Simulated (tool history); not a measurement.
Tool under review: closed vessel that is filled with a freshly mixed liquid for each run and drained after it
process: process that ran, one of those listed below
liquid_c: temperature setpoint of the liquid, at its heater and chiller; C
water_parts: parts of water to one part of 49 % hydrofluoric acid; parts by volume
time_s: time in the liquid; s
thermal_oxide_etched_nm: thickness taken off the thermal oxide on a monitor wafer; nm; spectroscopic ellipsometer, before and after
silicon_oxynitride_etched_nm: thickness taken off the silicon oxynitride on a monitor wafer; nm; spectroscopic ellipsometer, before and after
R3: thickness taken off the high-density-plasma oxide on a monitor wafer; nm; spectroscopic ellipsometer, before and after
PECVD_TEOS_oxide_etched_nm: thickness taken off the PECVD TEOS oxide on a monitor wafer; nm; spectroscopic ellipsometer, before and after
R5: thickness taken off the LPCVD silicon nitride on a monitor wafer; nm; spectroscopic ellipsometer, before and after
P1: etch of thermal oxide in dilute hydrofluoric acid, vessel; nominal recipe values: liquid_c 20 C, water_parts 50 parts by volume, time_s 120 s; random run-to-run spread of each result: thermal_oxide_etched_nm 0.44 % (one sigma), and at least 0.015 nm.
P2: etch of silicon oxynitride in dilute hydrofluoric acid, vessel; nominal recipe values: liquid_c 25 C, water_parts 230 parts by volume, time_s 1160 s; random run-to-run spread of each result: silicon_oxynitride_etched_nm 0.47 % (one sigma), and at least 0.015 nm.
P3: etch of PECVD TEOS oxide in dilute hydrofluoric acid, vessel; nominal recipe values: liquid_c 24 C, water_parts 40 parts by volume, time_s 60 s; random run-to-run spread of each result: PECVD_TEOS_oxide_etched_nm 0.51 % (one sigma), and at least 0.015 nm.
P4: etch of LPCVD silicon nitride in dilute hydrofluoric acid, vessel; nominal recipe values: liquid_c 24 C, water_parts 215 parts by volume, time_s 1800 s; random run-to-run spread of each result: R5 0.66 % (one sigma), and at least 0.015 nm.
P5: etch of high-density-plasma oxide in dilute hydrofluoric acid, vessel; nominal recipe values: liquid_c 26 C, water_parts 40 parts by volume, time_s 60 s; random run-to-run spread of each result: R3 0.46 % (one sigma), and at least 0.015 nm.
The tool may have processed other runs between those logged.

{"run": 1, "hour": 5.2, "process": "P1", "liquid_c": 20, "water_parts": 50, "time_s": 120, "thermal_oxide_etched_nm": 9.9478}
{"run": 2, "hour": 11.9, "process": "P1", "liquid_c": 20, "water_parts": 75, "time_s": 120, "thermal_oxide_etched_nm": 6.4315}
{"run": 3, "hour": 17.5, "process": "P1", "liquid_c": 17, "water_parts": 25, "time_s": 120, "thermal_oxide_etched_nm": 17.801}
{"run": 4, "hour": 24.8, "process": "P1", "liquid_c": 20, "water_parts": 50, "time_s": 120, "thermal_oxide_etched_nm": 9.8887}
{"run": 5, "hour": 29.1, "process": "P1", "liquid_c": 20, "water_parts": 50, "time_s": 120, "thermal_oxide_etched_nm": 9.9237}
{"run": 6, "hour": 36.9, "process": "P2", "liquid_c": 19.5, "water_parts": 230, "time_s": 1160, "silicon_oxynitride_etched_nm": 10.555}
{"run": 7, "hour": 41.4, "process": "P1", "liquid_c": 20, "water_parts": 20, "time_s": 225, "thermal_oxide_etched_nm": 48.153}
{"run": 8, "hour": 48.9, "process": "P5", "liquid_c": 26, "water_parts": 40, "time_s": 60, "R3": 15.045}
{"run": 9, "hour": 56.2, "process": "P3", "liquid_c": 24, "water_parts": 40, "time_s": 60, "PECVD_TEOS_oxide_etched_nm": 45.867}
{"run": 10, "hour": 63.9, "process": "P4", "liquid_c": 24, "water_parts": 215, "time_s": 1800, "R5": 4.0265}
{"run": 11, "hour": 72.8, "process": "P3", "liquid_c": 27.5, "water_parts": 40, "time_s": 60, "PECVD_TEOS_oxide_etched_nm": 52.519}
{"run": 12, "hour": 81.6, "process": "P4", "liquid_c": 29, "water_parts": 215, "time_s": 1800, "R5": 5.4404}
{"run": 13, "hour": 87.4, "process": "P2", "liquid_c": 25, "water_parts": 230, "time_s": 310, "silicon_oxynitride_etched_nm": 3.5629}
{"run": 14, "hour": 93.9, "process": "P2", "liquid_c": 25, "water_parts": 230, "time_s": 1160, "silicon_oxynitride_etched_nm": 13.518}
{"run": 15, "hour": 99.0, "process": "P1", "liquid_c": 20, "water_parts": 50, "time_s": 60, "thermal_oxide_etched_nm": 4.9558}
{"run": 16, "hour": 106.3, "process": "P1", "liquid_c": 20, "water_parts": 50, "time_s": 200, "thermal_oxide_etched_nm": 16.494}
{"run": 17, "hour": 114.5, "process": "P3", "liquid_c": 24, "water_parts": 20, "time_s": 60, "PECVD_TEOS_oxide_etched_nm": 93.893}
{"run": 18, "hour": 121.8, "process": "P5", "liquid_c": 26, "water_parts": 20, "time_s": 60, "R3": 30.794}
{"run": 19, "hour": 126.8, "process": "P5", "liquid_c": 26, "water_parts": 40, "time_s": 60, "R3": 14.929}
{"run": 20, "hour": 132.9, "process": "P5", "liquid_c": 30.5, "water_parts": 40, "time_s": 60, "R3": 18.12}
{"run": 21, "hour": 139.3, "process": "P5", "liquid_c": 26, "water_parts": 40, "time_s": 95, "R3": 23.704}

Run 22, settings as shown, results not yet in. Your forecast:
{"run": 22, "hour": 144.8, "process": "P1", "liquid_c": 20, "water_parts": 20, "time_s": 120, "thermal_oxide_etched_nm": "?"}

thermal_oxide_etched_nm: 25.706 nm
